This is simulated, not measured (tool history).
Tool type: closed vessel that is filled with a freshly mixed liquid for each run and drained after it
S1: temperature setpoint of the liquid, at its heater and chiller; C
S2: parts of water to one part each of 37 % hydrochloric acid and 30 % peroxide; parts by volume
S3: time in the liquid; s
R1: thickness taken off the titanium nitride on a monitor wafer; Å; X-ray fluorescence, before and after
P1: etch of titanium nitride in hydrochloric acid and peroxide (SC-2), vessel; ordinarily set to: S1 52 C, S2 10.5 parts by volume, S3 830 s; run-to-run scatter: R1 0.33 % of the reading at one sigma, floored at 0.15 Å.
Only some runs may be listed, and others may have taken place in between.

| run | hour | S1 | S2 | S3 | R1 |
|---|---|---|---|---|---|
| 1 | 10.5 | 52 | 10.5 | 830 | 247.23 |
| 2 | 16.6 | 52 | 18.5 | 830 | 151.83 |
| 3 | 23.3 | 52 | 4 | 830 | 519.26 |
|  | 27.8 | new drum of peroxide connected |
| 4 | 34.3 | 52 | 10.5 | 55 | 16.265 |
| 5 | 39.9 | 52 | 10.5 | 830 | 248.1 |
| 6 | 50.1 | 61 | 10.5 | 830 | 443.64 |
| 7 | 60.6 | 52 | 10.5 | 1575 | 471.65 |
| 8 | 66.1 | 52 | 17 | 415 | 81.404 |
| 9 | 75.6 | 36 | 10.5 | 140 | 13.722 |
| 10 | 83.1 | 52 | 10.5 | 830 | 248.11 |
| 11 | 89.7 | 52 | 10.5 | 830 | 248.29 |
| 12 | 99.8 | 52 | 10.5 | 830 | 248.6 |
| 13 | 106.9 | 37 | 10.5 | 830 | 88.16 |
| 14 | 114.7 | 52 | 10.5 | 830 | 249.14 |
| 15 | 125.8 | 52 | 10.5 | 830 | 248.33 |
| 16 | 135.4 | 52 | 10.5 | 830 | 260.81 |
| 17 | 143.1 | 52 | 10.5 | 830 | 263.64 |
| 18 | 148.5 | 52 | 10.5 | 830 | 267.29 |

Run 19 comes next. What will it give?
| 19 | 159.2 | 52 | 10.5 | 830 | ? |

R1: 268.54 Å

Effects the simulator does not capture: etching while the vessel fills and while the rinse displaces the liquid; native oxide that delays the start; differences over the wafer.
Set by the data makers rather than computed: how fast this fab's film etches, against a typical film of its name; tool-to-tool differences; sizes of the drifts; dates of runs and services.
